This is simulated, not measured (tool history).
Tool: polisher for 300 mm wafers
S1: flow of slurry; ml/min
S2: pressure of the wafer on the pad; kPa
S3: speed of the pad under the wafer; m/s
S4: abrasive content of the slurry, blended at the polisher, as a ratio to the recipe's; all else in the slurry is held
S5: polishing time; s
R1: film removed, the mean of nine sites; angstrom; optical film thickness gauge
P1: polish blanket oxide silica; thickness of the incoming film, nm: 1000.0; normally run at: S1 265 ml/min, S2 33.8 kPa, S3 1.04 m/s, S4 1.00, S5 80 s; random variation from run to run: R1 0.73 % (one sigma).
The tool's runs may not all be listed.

run,day,S1,S2,S3,S4,S5,R1
1,0.446,265,33.8,1.04,1.00,80,3115.5
2,1.192,265,22.8,1.04,1.00,80,2121.2
3,1.812,170,33.8,1.04,1.00,80,2961.8
4,2.496,265,33.8,1.04,1.00,119,4682.8
5,2.871,265,33.8,1.04,1.00,46,1819.6
6,3.521,265,33.8,1.04,1.00,80,3162.4
7,3.979,265,33.8,1.04,0.50,80,2186.0
8,4.492,265,33.8,1.04,1.45,80,3720.4
# day 4.983: conditioning disc replaced and pad reconditioned
9,5.233,265,33.8,1.04,1.00,80,3159.9
10,5.850,265,33.8,1.04,1.00,80,3168.4
11,6.450,265,33.8,1.46,0.75,80,3579.6
12,7.112,265,33.8,1.46,1.00,80,4153.1
13,7.638,265,33.8,0.60,1.00,80,2028.3
14,8.421,265,33.8,1.04,1.00,80,3188.3
15,8.871,265,33.8,1.04,1.00,80,3132.9
16,9.462,265,52.4,1.04,1.00,80,4909.4
17,10.158,265,33.8,1.04,1.00,80,3163.0
18,10.912,420,33.8,1.04,1.00,80,3274.3

The next listed run, before its measurement:
19,11.375,265,33.8,1.04,1.00,80,?

{"run 19": {"R1": 3191.6}}

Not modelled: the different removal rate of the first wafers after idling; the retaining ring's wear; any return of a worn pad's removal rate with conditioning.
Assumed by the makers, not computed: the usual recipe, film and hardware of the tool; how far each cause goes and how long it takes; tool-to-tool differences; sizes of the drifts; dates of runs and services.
